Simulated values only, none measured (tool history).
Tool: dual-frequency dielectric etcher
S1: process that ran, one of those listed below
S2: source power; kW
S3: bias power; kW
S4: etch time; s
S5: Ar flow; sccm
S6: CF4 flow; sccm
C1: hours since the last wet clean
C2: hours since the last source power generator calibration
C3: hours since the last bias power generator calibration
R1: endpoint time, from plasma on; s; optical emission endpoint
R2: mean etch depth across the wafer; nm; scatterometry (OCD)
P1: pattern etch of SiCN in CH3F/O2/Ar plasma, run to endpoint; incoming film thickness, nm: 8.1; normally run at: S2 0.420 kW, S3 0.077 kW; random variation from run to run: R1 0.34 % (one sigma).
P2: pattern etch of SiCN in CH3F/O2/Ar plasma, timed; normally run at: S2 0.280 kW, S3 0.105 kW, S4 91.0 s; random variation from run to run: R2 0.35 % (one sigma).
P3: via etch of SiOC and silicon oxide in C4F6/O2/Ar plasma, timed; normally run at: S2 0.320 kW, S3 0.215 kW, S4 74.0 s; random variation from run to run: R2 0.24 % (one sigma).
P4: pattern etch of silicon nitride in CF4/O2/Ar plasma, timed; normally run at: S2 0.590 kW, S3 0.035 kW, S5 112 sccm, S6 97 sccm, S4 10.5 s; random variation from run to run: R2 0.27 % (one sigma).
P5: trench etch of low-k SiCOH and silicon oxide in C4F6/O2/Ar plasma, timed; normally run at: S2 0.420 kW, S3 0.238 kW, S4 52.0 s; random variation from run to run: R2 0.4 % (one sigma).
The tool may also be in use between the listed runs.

{"run": 1, "day": 0.45, "S1": "P1", "S2": 0.42, "S3": 0.077, "C1": 65.3, "C2": 934.7, "C3": 3130.7, "R1": 21.171}
{"run": 2, "day": 0.721, "S1": "P2", "S2": 0.28, "S3": 0.105, "S4": 61.5, "C1": 71.8, "C2": 941.2, "C3": 3137.2, "R2": 23.882}
{"run": 3, "day": 1.108, "S1": "P5", "S2": 0.42, "S3": 0.238, "S4": 38.0, "C1": 81.1, "C2": 950.5, "C3": 3146.5, "R2": 140.32}
{"run": 4, "day": 1.504, "S1": "P5", "S2": 0.42, "S3": 0.238, "S4": 52.0, "C1": 90.6, "C2": 960.0, "C3": 3156.0, "R2": 190.89}
{"run": 5, "day": 1.738, "S1": "P3", "S2": 0.32, "S3": 0.215, "S4": 74.0, "C1": 96.2, "C2": 965.6, "C3": 3161.6, "R2": 78.824}
{"run": 6, "day": 2.083, "S1": "P1", "S2": 0.42, "S3": 0.059, "C1": 104.5, "C2": 973.9, "C3": 3169.9, "R1": 23.172}
{"run": 7, "day": 2.496, "S1": "P2", "S2": 0.28, "S3": 0.105, "S4": 91.0, "C1": 114.4, "C2": 983.8, "C3": 3179.8, "R2": 35.321}
{"run": 8, "day": 2.808, "S1": "P4", "S2": 0.59, "S3": 0.035, "S4": 10.5, "S5": 112, "S6": 136, "C1": 121.9, "C2": 991.3, "C3": 3187.3, "R2": 21.943}
{"run": 9, "day": 3.158, "S1": "P2", "S2": 0.18, "S3": 0.105, "S4": 91.0, "C1": 130.3, "C2": 999.7, "C3": 3195.7, "R2": 30.034}
{"run": 10, "day": 3.533, "S1": "P1", "S2": 0.42, "S3": 0.077, "C1": 139.3, "C2": 1008.7, "C3": 3204.7, "R1": 21.123}
{"run": 11, "day": 3.875, "S1": "P3", "S2": 0.32, "S3": 0.297, "S4": 74.0, "C1": 147.5, "C2": 1016.9, "C3": 3212.9, "R2": 87.764}
{"run": 12, "day": 4.304, "S1": "P1", "S2": 0.52, "S3": 0.077, "C1": 157.8, "C2": 1027.2, "C3": 3223.2, "R1": 19.399}
{"run": 13, "day": 4.65, "S1": "P4", "S2": 0.59, "S3": 0.044, "S4": 10.5, "S5": 112, "S6": 97, "C1": 166.1, "C2": 1035.5, "C3": 3231.5, "R2": 22.567}
{"run": 14, "day": 4.858, "S1": "P1", "S2": 0.42, "S3": 0.077, "C1": 171.1, "C2": 1040.5, "C3": 3236.5, "R1": 21.206}
{"run": 15, "day": 5.175, "S1": "P4", "S2": 0.59, "S3": 0.035, "S4": 10.5, "S5": 112, "S6": 97, "C1": 178.7, "C2": 1048.1, "C3": 3244.1, "R2": 20.911}
{"run": 16, "day": 5.475, "S1": "P1", "S2": 0.27, "S3": 0.056, "C1": 185.9, "C2": 1055.3, "C3": 3251.3, "R1": 27.993}
{"run": 17, "day": 5.833, "S1": "P3", "S2": 0.43, "S3": 0.215, "S4": 74.0, "C1": 194.5, "C2": 1063.9, "C3": 3259.9, "R2": 87.917}
{"run": 18, "day": 6.133, "S1": "P4", "S2": 0.79, "S3": 0.035, "S4": 10.5, "S5": 112, "S6": 97, "C1": 201.7, "C2": 1071.1, "C3": 3267.1, "R2": 27.068}
{"run": 19, "day": 6.388, "S1": "P1", "S2": 0.42, "S3": 0.077, "C1": 207.8, "C2": 1077.2, "C3": 3273.2, "R1": 21.119}
{"run": 20, "day": 6.867, "S1": "P1", "S2": 0.26, "S3": 0.077, "C1": 219.3, "C2": 1088.7, "C3": 3284.7, "R1": 25.368}
{"run": 21, "day": 7.346, "S1": "P4", "S2": 0.59, "S3": 0.035, "S4": 6.0, "S5": 112, "S6": 97, "C1": 230.8, "C2": 1100.2, "C3": 3296.2, "R2": 11.913}
{"day": 7.612, "done": "wet clean of the chamber"}
{"run": 22, "day": 7.733, "S1": "P2", "S2": 0.28, "S3": 0.071, "S4": 91.0, "C1": 3.0, "C2": 1109.5, "C3": 3305.5, "R2": 30.33}
{"run": 23, "day": 8.162, "S1": "P3", "S2": 0.32, "S3": 0.215, "S4": 40.5, "C1": 13.3, "C2": 1119.8, "C3": 3315.8, "R2": 43.062}
{"run": 24, "day": 8.571, "S1": "P5", "S2": 0.34, "S3": 0.238, "S4": 52.0, "C1": 23.1, "C2": 1129.6, "C3": 3325.6, "R2": 176.93}
{"run": 25, "day": 8.783, "S1": "P1", "S2": 0.5, "S3": 0.047, "C1": 28.2, "C2": 1134.7, "C3": 3330.7, "R1": 23.271}
{"run": 26, "day": 9.175, "S1": "P1", "S2": 0.42, "S3": 0.077, "C1": 37.6, "C2": 1144.1, "C3": 3340.1, "R1": 21.152}
{"run": 27, "day": 9.392, "S1": "P5", "S2": 0.42, "S3": 0.175, "S4": 52.0, "C1": 42.8, "C2": 1149.3, "C3": 3345.3, "R2": 175.04}
{"run": 28, "day": 9.667, "S1": "P1", "S2": 0.42, "S3": 0.103, "C1": 49.4, "C2": 1155.9, "C3": 3351.9, "R1": 18.935}

Forecast run 29:
{"run": 29, "day": 10.121, "S1": "P1", "S2": 0.42, "S3": 0.077, "C1": 60.3, "C2": 1166.8, "C3": 3362.8, "R1": "?"}

R1: 21.233 s

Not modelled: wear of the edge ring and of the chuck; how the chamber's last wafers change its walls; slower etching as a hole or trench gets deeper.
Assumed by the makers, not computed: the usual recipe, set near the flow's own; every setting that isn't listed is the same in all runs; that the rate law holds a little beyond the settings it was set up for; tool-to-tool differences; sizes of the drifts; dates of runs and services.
